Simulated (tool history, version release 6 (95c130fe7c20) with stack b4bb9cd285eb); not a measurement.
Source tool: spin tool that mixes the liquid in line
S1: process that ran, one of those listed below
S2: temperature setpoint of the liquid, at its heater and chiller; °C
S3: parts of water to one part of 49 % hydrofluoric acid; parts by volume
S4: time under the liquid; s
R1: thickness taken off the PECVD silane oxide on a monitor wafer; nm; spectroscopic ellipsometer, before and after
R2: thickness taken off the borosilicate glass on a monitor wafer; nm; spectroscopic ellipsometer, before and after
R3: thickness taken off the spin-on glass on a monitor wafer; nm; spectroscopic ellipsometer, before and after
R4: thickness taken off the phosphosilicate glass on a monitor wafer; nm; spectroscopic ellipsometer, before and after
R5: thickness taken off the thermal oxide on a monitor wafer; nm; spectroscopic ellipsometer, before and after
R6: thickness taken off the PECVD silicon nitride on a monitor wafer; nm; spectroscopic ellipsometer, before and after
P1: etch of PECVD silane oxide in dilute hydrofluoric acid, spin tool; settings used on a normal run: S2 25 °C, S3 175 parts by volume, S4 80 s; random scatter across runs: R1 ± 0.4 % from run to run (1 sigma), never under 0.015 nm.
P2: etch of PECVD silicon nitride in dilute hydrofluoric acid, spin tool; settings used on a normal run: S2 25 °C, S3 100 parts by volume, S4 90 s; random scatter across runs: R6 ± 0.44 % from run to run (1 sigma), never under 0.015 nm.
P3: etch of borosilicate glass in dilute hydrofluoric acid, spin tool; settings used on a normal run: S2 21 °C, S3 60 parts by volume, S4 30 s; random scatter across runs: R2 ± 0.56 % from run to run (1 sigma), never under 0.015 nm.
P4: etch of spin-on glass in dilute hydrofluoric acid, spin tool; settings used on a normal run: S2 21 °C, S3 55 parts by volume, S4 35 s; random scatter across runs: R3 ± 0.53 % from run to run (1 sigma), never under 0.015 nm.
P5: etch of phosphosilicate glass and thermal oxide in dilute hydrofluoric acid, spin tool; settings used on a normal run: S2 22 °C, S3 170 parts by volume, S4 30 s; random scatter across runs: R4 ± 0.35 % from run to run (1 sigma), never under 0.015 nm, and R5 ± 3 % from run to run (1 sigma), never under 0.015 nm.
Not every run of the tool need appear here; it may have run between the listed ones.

| run | hour | S1 | S2 | S3 | S4 | R1 | R2 | R3 | R4 | R5 | R6 |
|---|---|---|---|---|---|---|---|---|---|---|---|
| 1 | 14.4 | P1 | 25 | 175 | 80 | 7.4099 |  |  |  |  |  |
| 2 | 25.2 | P3 | 21 | 60 | 65 |  | 55.885 |  |  |  |  |
| 3 | 36.4 | P4 | 21 | 55 | 35 |  |  | 40.744 |  |  |  |
| 4 | 44.1 | P1 | 25 | 265 | 80 | 4.4642 |  |  |  |  |  |
| 5 | 51.5 | P1 | 30.5 | 175 | 80 | 9.0993 |  |  |  |  |  |
| 6 | 65.7 | P1 | 25 | 80 | 80 | 18.277 |  |  |  |  |  |
| 7 | 78.5 | P5 | 27 | 170 | 30 |  |  |  | 10.983 | 1.0033 |  |
| 8 | 87.9 | P2 | 17 | 100 | 90 |  |  |  |  |  | 3.1616 |
| 9 | 98.5 | P1 | 25 | 175 | 30 | 2.7729 |  |  |  |  |  |
| 10 | 112.5 | P3 | 21 | 100 | 30 |  | 14.878 |  |  |  |  |
| 11 | 122 | P1 | 25 | 175 | 80 | 7.4728 |  |  |  |  |  |
| 12 | 130.9 | P3 | 21 | 60 | 30 |  | 25.776 |  |  |  |  |
| 13 | 144.6 | P1 | 18 | 175 | 80 | 5.6499 |  |  |  |  |  |
| 14 | 158.2 | P2 | 25 | 100 | 180 |  |  |  |  |  | 10.757 |
| 15 | 169.8 | P4 | 21 | 105 | 35 |  |  | 19.866 |  |  |  |
|  | 173.9 | thermometer replaced |
| 16 | 179.3 | P5 | 22 | 270 | 30 |  |  |  | 5.1719 | 0.44089 |  |
| 17 | 191.4 | P2 | 25 | 100 | 90 |  |  |  |  |  | 5.3328 |
| 18 | 198.8 | P1 | 29 | 175 | 40 | 4.3536 |  |  |  |  |  |
| 19 | 205.7 | P1 | 25 | 175 | 80 | 7.419 |  |  |  |  |  |
| 20 | 217.4 | P1 | 25 | 175 | 80 | 7.4303 |  |  |  |  |  |
| 21 | 228.6 | P1 | 25 | 175 | 165 | 15.343 |  |  |  |  |  |
| 22 | 242.1 | P3 | 21 | 60 | 30 |  | 25.491 |  |  |  |  |
| 23 | 255 | P2 | 25 | 100 | 90 |  |  |  |  |  | 5.4004 |
| 24 | 267.5 | P4 | 21 | 55 | 15 |  |  | 17.635 |  |  |  |
| 25 | 274.7 | P5 | 22 | 170 | 30 |  |  |  | 8.9834 | 0.74346 |  |
|  | 278.6 | hydrofluoric acid flow meter replaced |
| 26 | 288.9 | P5 | 22 | 170 | 30 |  |  |  | 9.0462 | 0.79679 |  |
| 27 | 298.2 | P4 | 26 | 55 | 35 |  |  | 49.914 |  |  |  |
| 28 | 307.4 | P4 | 21 | 55 | 35 |  |  | 40.205 |  |  |  |
| 29 | 319.4 | P2 | 25 | 165 | 90 |  |  |  |  |  | 3.282 |
| 30 | 329 | P3 | 27 | 60 | 30 |  | 33.135 |  |  |  |  |
| 31 | 341.1 | P5 | 22 | 170 | 15 |  |  |  | 4.486 | 0.38829 |  |
| 32 | 354.4 | P1 | 25 | 175 | 80 | 7.3753 |  |  |  |  |  |
| 33 | 366.9 | P1 | 25 | 175 | 80 | 7.2484 |  |  |  |  |  |
| 34 | 375.5 | P1 | 25 | 175 | 80 | 7.1249 |  |  |  |  |  |
| 35 | 383.2 | P1 | 25 | 175 | 80 | 7.0375 |  |  |  |  |  |
| 36 | 391.2 | P1 | 25 | 175 | 80 | 7.0273 |  |  |  |  |  |
| 37 | 402.9 | P1 | 25 | 175 | 80 | 6.9626 |  |  |  |  |  |
| 38 | 416 | P1 | 25 | 175 | 80 | 6.9022 |  |  |  |  |  |
| 39 | 425 | P1 | 25 | 175 | 80 | 6.9081 |  |  |  |  |  |
| 40 | 433.8 | P1 | 25 | 175 | 80 | 6.8827 |  |  |  |  |  |
| 41 | 447.1 | P1 | 25 | 175 | 80 | 6.9131 |  |  |  |  |  |
| 42 | 455.9 | P1 | 25 | 175 | 80 | 6.8826 |  |  |  |  |  |

Something has made what P1 gives creep away from where it was; the 2 causes below, each at its own stated size, fit the log equally well:
A: hydrofluoric acid flow below the setpoint (%) = 6.3
B: liquid colder than its thermometer reads (K) = 2.09
Onset of the creep was near hour 354.4.

Below are 4 check runs, each on a single wafer, with their results shown as question marks. Which of them would tell the listed causes apart, meaning the causes would give clearly different results under it?
| check 1 | 464.7 | P2 | 25 | 140 | 90 |  |  |  |  |  | ? |
| check 2 | 464.7 | P4 | 21 | 95 | 15 |  |  | ? |  |  |  |
| check 3 | 464.7 | P5 | 22 | 245 | 30 |  |  |  | ? | ? |  |
| check 4 | 464.7 | P3 | 21 | 95 | 60 |  | ? |  |  |  |  |

Expected result of each check under each candidate cause:
| check | result | if A | if B |
|---|---|---|---|
| check 1 | R6 | 3.6186 | 3.3711 |
| check 2 | R3 | 8.9498 | 8.8277 |
| check 3 | R4 | 5.3614 | 5.3791 |
| check 3 | R5 | 0.4591 | 0.46062 |
| check 4 | R2 | 29.09 | 28.694 |
Minimum pairwise separation of causes per check, each pair taken at its best-separating result: check 1 7.08 %; check 2 1.37 %; check 3 0.33 %; check 4 1.37 %
Of the check runs offered, only check 1 discriminates between the causes; the rest would read about the same regardless of which cause applies.

Check 1 was carried out, with these results: R6 3.6335 nm. Which of the listed causes is responsible?

Of the candidate causes, it is A: hydrofluoric acid flow below the setpoint (%).
